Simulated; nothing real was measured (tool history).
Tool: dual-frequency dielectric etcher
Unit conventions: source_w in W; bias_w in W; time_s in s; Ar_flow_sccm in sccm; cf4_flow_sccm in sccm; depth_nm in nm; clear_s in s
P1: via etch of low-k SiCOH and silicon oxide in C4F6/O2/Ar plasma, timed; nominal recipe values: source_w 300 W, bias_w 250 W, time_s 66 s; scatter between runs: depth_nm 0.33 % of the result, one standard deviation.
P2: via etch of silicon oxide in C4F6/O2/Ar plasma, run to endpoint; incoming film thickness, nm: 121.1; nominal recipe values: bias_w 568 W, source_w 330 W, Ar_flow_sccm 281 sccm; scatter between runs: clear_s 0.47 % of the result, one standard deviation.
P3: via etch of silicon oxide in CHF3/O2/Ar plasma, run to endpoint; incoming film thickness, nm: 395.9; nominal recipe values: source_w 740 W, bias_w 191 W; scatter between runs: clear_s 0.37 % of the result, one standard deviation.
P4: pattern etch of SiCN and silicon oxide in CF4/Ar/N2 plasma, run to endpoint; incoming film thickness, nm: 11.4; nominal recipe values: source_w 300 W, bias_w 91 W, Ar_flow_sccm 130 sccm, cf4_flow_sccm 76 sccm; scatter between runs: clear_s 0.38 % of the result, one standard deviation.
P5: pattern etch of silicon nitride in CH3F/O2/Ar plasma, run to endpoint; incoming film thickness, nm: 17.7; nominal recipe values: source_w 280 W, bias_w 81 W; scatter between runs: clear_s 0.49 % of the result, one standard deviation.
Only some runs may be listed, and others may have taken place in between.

| run | hour | process | source_w | bias_w | time_s | Ar_flow_sccm | cf4_flow_sccm | hours since the last wet clean | hours since the last source power generator calibration | hours since the last bias power generator calibration | depth_nm | clear_s |
|---|---|---|---|---|---|---|---|---|---|---|---|---|
| 1 | 7.9 | P1 | 300 | 250 | 66 |  |  | 178.7 | 1240.5 | 840.1 | 186.24 |  |
| 2 | 16.8 | P3 | 740 | 115 |  |  |  | 187.6 | 1249.4 | 849 |  | 216.53 |
| 3 | 26.7 | P4 | 300 | 91 |  | 130 | 76 | 197.5 | 1259.3 | 858.9 |  | 17.657 |
| 4 | 35.7 | P2 | 330 | 568 |  | 332 |  | 206.5 | 1268.3 | 867.9 |  | 27.251 |
| 5 | 40.4 | P3 | 460 | 191 |  |  |  | 211.2 | 1273 | 872.6 |  | 221.1 |
| 6 | 49.8 | P1 | 220 | 250 | 66 |  |  | 220.6 | 1282.4 | 882 | 164.28 |  |
| 7 | 57.3 | P2 | 330 | 568 |  | 281 |  | 228.1 | 1289.9 | 889.5 |  | 26.888 |
| 8 | 64.8 | P1 | 300 | 250 | 66 |  |  | 235.6 | 1297.4 | 897 | 185.96 |  |
| 9 | 70.7 | P5 | 280 | 59 |  |  |  | 241.5 | 1303.3 | 902.9 |  | 31.043 |
| 10 | 79.5 | P4 | 300 | 67 |  | 130 | 76 | 250.3 | 1312.1 | 911.7 |  | 19.539 |
|  | 80 | bias power generator calibrated |
| 11 | 84.2 | P1 | 300 | 250 | 66 |  |  | 255 | 1316.8 | 4.2 | 186.92 |  |
| 12 | 89.1 | P1 | 300 | 250 | 36.5 |  |  | 259.9 | 1321.7 | 9.1 | 102.96 |  |
| 13 | 97.6 | P1 | 300 | 186 | 66 |  |  | 268.4 | 1330.2 | 17.6 | 168.6 |  |
| 14 | 106.5 | P1 | 300 | 250 | 95 |  |  | 277.3 | 1339.1 | 26.5 | 266.59 |  |
| 15 | 112.8 | P2 | 420 | 568 |  | 281 |  | 283.6 | 1345.4 | 32.8 |  | 24.328 |
| 16 | 117.8 | P2 | 330 | 568 |  | 281 |  | 288.6 | 1350.4 | 37.8 |  | 26.798 |
| 17 | 127.5 | P1 | 300 | 250 | 66 |  |  | 298.3 | 1360.1 | 47.5 | 184.9 |  |
| 18 | 135.1 | P4 | 300 | 91 |  | 174 | 76 | 305.9 | 1367.7 | 55.1 |  | 18.293 |
| 19 | 139.9 | P5 | 280 | 81 |  |  |  | 310.7 | 1372.5 | 59.9 |  | 27.834 |
| 20 | 144.6 | P1 | 300 | 310 | 42 |  |  | 315.4 | 1377.2 | 64.6 | 127.73 |  |
| 21 | 150.3 | P4 | 380 | 91 |  | 130 | 76 | 321.1 | 1382.9 | 70.3 |  | 14.285 |

Run 22 is up next; what results do you expect?
| 22 | 156.1 | P2 | 330 | 341 |  | 281 |  | 326.9 | 1388.7 | 76.1 |  | ? |

clear_s: 32.522 s

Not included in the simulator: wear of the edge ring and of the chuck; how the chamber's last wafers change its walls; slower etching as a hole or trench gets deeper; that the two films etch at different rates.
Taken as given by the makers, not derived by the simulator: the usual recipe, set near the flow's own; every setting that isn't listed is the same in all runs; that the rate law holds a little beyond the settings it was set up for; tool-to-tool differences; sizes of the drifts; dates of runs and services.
